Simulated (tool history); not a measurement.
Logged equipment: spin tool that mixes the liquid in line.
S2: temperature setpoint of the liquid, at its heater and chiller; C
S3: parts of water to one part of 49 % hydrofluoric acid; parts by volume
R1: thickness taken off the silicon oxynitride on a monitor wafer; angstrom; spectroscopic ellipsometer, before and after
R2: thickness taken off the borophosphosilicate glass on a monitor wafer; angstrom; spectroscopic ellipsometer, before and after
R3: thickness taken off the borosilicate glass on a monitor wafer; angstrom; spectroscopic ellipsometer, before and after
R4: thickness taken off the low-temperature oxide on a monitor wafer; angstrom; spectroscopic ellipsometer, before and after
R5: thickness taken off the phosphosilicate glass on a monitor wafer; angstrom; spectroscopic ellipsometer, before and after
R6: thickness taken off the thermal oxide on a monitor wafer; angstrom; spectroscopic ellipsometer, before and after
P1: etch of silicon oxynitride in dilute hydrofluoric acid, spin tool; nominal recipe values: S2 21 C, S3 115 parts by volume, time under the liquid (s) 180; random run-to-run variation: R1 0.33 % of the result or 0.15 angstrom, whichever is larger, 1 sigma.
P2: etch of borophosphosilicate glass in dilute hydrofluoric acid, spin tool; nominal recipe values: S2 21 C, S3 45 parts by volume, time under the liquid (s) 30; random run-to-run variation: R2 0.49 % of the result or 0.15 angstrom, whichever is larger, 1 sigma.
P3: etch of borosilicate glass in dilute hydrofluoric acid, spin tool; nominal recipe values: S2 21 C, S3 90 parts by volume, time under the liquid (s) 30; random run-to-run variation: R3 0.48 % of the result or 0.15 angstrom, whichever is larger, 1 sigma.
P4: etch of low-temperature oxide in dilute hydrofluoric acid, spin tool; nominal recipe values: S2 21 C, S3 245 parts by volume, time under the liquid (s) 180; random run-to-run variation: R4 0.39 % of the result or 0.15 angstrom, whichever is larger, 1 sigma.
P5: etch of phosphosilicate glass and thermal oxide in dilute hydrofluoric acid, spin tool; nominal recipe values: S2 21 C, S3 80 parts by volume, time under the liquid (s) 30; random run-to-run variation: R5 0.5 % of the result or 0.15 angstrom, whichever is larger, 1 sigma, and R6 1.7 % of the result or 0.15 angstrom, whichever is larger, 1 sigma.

run 1 hour=17.5 | process_that_ran=P1 S2=21 S3=115 time_under_the_liquid_(s)=180 | R1=61.8
run 2 hour=32.6 | process_that_ran=P1 S2=21 S3=115 time_under_the_liquid_(s)=180 | R1=61.988
run 3 hour=49.2 | process_that_ran=P2 S2=21 S3=45 time_under_the_liquid_(s)=30 | R2=348.3
run 4 hour=60.5 | process_that_ran=P1 S2=21 S3=115 time_under_the_liquid_(s)=180 | R1=61.668
run 5 hour=76.9 | process_that_ran=P1 S2=21 S3=115 time_under_the_liquid_(s)=335 | R1=115.89
run 6 hour=93.8 | process_that_ran=P1 S2=17 S3=115 time_under_the_liquid_(s)=180 | R1=50.851
run 7 hour=105.8 | process_that_ran=P1 S2=21 S3=160 time_under_the_liquid_(s)=180 | R1=43.061
run 8 hour=120.6 | process_that_ran=P1 S2=21 S3=115 time_under_the_liquid_(s)=60 | R1=20.434
run 9 hour=130 | process_that_ran=P1 S2=21 S3=115 time_under_the_liquid_(s)=180 | R1=61.931
run 10 hour=137.9 | process_that_ran=P3 S2=21 S3=90 time_under_the_liquid_(s)=30 | R3=62.68
run 11 hour=153.9 | process_that_ran=P4 S2=21 S3=430 time_under_the_liquid_(s)=180 | R4=95.942
run 12 hour=168.3 | process_that_ran=P4 S2=21 S3=245 time_under_the_liquid_(s)=55 | R4=60.62
run 13 hour=186.1 | process_that_ran=P1 S2=21 S3=115 time_under_the_liquid_(s)=180 | R1=61.616
run 14 hour=202.9 | process_that_ran=P2 S2=21 S3=45 time_under_the_liquid_(s)=15 | R2=175.49
run 15 hour=215.3 | process_that_ran=P3 S2=21 S3=90 time_under_the_liquid_(s)=60 | R3=125.57
run 16 hour=232.1 | process_that_ran=P1 S2=29 S3=115 time_under_the_liquid_(s)=180 | R1=89.789
run 17 hour=243.5 | process_that_ran=P5 S2=21 S3=80 time_under_the_liquid_(s)=15 | R5=190.34 R6=7.9823
run 18 hour=254.3 | process_that_ran=P2 S2=21 S3=45 time_under_the_liquid_(s)=30 | R2=349.16
run 19 hour=268.9 | process_that_ran=P1 S2=21 S3=45 time_under_the_liquid_(s)=180 | R1=165.75
run 20 hour=277.4 | process_that_ran=P3 S2=21 S3=90 time_under_the_liquid_(s)=30 | R3=62.522
run 21 hour=294.1 | process_that_ran=P2 S2=27 S3=45 time_under_the_liquid_(s)=30 | R2=447.12
run 22 hour=305.7 | process_that_ran=P1 S2=17.5 S3=200 time_under_the_liquid_(s)=180 | R1=28.49
run 23 hour=314.7 | process_that_ran=P4 S2=27.5 S3=245 time_under_the_liquid_(s)=180 | R4=249.84
run 24 hour=328.8 | process_that_ran=P5 S2=21 S3=35 time_under_the_liquid_(s)=30 | R5=908.83 R6=36.953
run 25 hour=341.3 | process_that_ran=P1 S2=21 S3=115 time_under_the_liquid_(s)=180 | R1=61.849
run 26 hour=357.5 | process_that_ran=P5 S2=21 S3=80 time_under_the_liquid_(s)=30 | R5=378.24 R6=15.8
run 27 hour=373.6 | process_that_ran=P2 S2=21 S3=20 time_under_the_liquid_(s)=30 | R2=806.56
run 28 hour=383.8 | process_that_ran=P3 S2=17 S3=90 time_under_the_liquid_(s)=30 | R3=53.448
run 29 hour=398.4 | process_that_ran=P3 S2=21 S3=30 time_under_the_liquid_(s)=30 | R3=200.91
run 30 hour=411.2 | process_that_ran=P4 S2=21 S3=245 time_under_the_liquid_(s)=180 | R4=198.33
run 31 hour=423.3 | process_that_ran=P5 S2=17 S3=80 time_under_the_liquid_(s)=30 | R5=322.33 R6=13.797
run 32 hour=431.5 | process_that_ran=P1 S2=21 S3=115 time_under_the_liquid_(s)=180 | R1=61.732

Run 33 has not been measured yet. What should we expect?
run 33 hour=444.1 | process_that_ran=P1 S2=21 S3=115 time_under_the_liquid_(s)=180 | R1=?

R1: 60.069 angstrom
